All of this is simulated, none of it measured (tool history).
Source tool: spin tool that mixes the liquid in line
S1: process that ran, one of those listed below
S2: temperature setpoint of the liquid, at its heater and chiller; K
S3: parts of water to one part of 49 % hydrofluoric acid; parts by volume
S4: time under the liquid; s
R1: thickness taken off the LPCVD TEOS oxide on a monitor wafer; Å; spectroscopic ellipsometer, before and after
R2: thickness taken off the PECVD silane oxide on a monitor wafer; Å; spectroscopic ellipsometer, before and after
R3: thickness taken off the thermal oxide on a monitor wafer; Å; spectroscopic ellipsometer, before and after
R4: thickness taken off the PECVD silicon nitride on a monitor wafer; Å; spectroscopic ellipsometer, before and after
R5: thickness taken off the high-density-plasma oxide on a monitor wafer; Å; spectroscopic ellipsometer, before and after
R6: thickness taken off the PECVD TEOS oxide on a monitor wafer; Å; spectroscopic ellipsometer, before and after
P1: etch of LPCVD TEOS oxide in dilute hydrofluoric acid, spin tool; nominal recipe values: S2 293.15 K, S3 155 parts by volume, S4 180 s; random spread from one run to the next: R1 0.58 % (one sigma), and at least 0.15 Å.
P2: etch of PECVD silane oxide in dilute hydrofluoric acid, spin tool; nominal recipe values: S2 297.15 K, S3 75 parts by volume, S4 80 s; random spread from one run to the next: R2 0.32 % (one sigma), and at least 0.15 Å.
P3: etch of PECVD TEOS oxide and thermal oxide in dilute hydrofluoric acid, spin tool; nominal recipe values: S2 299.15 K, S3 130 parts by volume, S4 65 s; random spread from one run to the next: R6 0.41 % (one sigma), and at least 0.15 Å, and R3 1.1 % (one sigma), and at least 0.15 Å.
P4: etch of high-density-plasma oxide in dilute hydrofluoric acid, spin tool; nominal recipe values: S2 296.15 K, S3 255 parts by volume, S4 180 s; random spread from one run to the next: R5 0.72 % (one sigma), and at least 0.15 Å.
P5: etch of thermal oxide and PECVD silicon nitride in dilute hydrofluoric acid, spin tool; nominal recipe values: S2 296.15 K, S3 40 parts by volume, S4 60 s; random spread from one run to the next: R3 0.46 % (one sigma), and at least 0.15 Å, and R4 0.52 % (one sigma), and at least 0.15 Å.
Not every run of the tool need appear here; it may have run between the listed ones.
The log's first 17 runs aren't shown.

run 18 hour=165.5 | S1=P1 S2=293.15 S3=230 S4=180 | R1=204.82
run 19 hour=177.2 | S1=P5 S2=296.15 S3=40 S4=60 | R3=73.355 R4=63.325
run 20 hour=189.6 | S1=P2 S2=302.65 S3=75 S4=80 | R2=260.79
run 21 hour=201.6 | S1=P3 S2=299.15 S3=130 S4=65 | R3=25.483 R6=87.345
run 22 hour=208.1 | S1=P1 S2=293.15 S3=30 S4=180 | R1=1966.60
run 23 hour=221.1 | S1=P5 S2=296.15 S3=70 S4=60 | R3=39.749 R4=36.563
run 24 hour=234.3 | S1=P4 S2=296.15 S3=255 S4=180 | R5=38.386
run 25 hour=242.9 | S1=P1 S2=297.65 S3=155 S4=180 | R1=395.52
run 26 hour=249.0 | S1=P2 S2=297.15 S3=75 S4=165 | R2=432.84
run 27 hour=257.3 | S1=P3 S2=292.65 S3=130 S4=65 | R3=19.675 R6=67.433
run 28 hour=267.7 | S1=P3 S2=299.15 S3=130 S4=125 | R3=48.685 R6=168.130
run 29 hour=278.5 | S1=P4 S2=296.15 S3=255 S4=75 | R5=16.078
run 30 hour=287.0 | S1=P1 S2=293.15 S3=155 S4=180 | R1=331.97
run 31 hour=293.2 | S1=P4 S2=296.15 S3=390 S4=180 | R5=22.417
run 32 hour=299.3 | S1=P1 S2=293.15 S3=155 S4=180 | R1=335.20
run 33 hour=310.1 | S1=P1 S2=293.15 S3=155 S4=180 | R1=322.57
run 34 hour=321.8 | S1=P1 S2=293.15 S3=155 S4=180 | R1=324.03
run 35 hour=332.7 | S1=P1 S2=293.15 S3=155 S4=180 | R1=319.77
run 36 hour=345.9 | S1=P1 S2=293.15 S3=155 S4=180 | R1=316.71
run 37 hour=354.7 | S1=P1 S2=293.15 S3=155 S4=180 | R1=314.04
run 38 hour=360.9 | S1=P1 S2=293.15 S3=155 S4=180 | R1=312.11
run 39 hour=370.6 | S1=P1 S2=293.15 S3=155 S4=180 | R1=311.85

Estimate the outcome of run 40 from the log above:
run 40 hour=382.8 | S1=P1 S2=293.15 S3=155 S4=180 | R1=?

R1: 314.09 Å
